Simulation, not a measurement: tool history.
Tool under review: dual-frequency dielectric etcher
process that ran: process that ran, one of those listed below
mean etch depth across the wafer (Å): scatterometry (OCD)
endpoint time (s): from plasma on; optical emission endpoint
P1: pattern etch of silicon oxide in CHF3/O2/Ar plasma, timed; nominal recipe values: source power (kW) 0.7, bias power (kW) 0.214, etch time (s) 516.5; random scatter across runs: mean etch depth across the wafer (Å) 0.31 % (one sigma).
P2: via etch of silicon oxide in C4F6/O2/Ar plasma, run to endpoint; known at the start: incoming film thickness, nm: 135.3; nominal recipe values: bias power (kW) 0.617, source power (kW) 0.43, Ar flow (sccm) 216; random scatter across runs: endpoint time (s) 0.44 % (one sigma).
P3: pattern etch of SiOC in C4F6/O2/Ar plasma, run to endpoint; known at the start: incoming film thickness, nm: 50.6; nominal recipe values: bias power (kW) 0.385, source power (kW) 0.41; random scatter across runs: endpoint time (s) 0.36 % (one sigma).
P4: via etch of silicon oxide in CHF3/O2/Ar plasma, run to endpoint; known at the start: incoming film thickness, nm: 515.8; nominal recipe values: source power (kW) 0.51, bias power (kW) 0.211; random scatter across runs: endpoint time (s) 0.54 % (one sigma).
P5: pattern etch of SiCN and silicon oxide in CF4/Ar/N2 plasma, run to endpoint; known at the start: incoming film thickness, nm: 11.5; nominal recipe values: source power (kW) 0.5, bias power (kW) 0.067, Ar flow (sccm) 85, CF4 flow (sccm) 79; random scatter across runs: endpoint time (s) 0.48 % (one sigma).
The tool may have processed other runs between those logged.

run	hour	process that ran	source power (kW)	bias power (kW)	etch time (s)	Ar flow (sccm)	CF4 flow (sccm)	hours since the last wet clean	hours since the last source power generator calibration	hours since the last bias power generator calibration	mean etch depth across the wafer (Å)	endpoint time (s)
1	3.7	P1	0.7	0.214	516.5			353.4	3011.8	477.1	11712	
2	10.8	P3	0.41	0.306				360.5	3018.9	484.2		20.139
3	16.5	P2	0.43	0.617		216		366.2	3024.6	489.9		26.055
4	24.6	P5	0.5	0.067		85	79	374.3	3032.7	498		12.156
5	28.8	P1	0.7	0.214	516.5			378.5	3036.9	502.2	11737	
6	33.3	P2	0.43	0.617		216		383	3041.4	506.7		25.896
7	37.4	P1	0.7	0.127	516.5			387.1	3045.5	510.8	9793.2	
8	44	P4	0.51	0.278				393.7	3052.1	517.4		240.1
9	49.1	P5	0.5	0.048		85	79	398.8	3057.2	522.5		13.37
10	57.4	P1	0.7	0.214	355.5			407.1	3065.5	530.8	8044.4	
# hour 63.2: wet clean of the chamber
11	64	P2	0.43	0.825		216		0.8	3072.1	537.4		23.132
12	69.6	P5	0.5	0.067		85	48	6.4	3077.7	543		12.867
13	73.6	P5	0.5	0.067		51	79	10.4	3081.7	547		11.28
14	80.2	P1	0.7	0.214	717.5			17	3088.3	553.6	16264	
15	85.5	P2	0.33	0.617		216		22.3	3093.6	558.9		28.463
16	89.6	P1	0.44	0.214	516.5			26.4	3097.7	563	9854.3	
17	93.5	P3	0.41	0.385				30.3	3101.6	566.9		18.436
18	98.3	P3	0.52	0.385				35.1	3106.4	571.7		16.907
19	103.2	P1	0.7	0.27	516.5			40	3111.3	576.6	12731	
20	108.4	P4	0.72	0.211				45.2	3116.5	581.8		231.94
21	116.6	P5	0.64	0.067		85	79	53.4	3124.7	590		9.6559
22	120.3	P1	0.7	0.214	516.5			57.1	3128.4	593.7	11721	
23	128.7	P4	0.51	0.211				65.5	3136.8	602.1		263.87
24	135.4	P1	0.9	0.214	516.5			72.2	3143.5	608.8	12943	
25	142.4	P5	0.5	0.067		85	79	79.2	3150.5	615.8		12.075
26	146.3	P2	0.43	0.617		274		83.1	3154.4	619.7		26.711

Run 27 is up next; what results do you expect?
27	152.8	P1	0.47	0.251	516.5			89.6	3160.9	626.2	?	

{"run 27": {"mean etch depth across the wafer (Å)": 10663}}
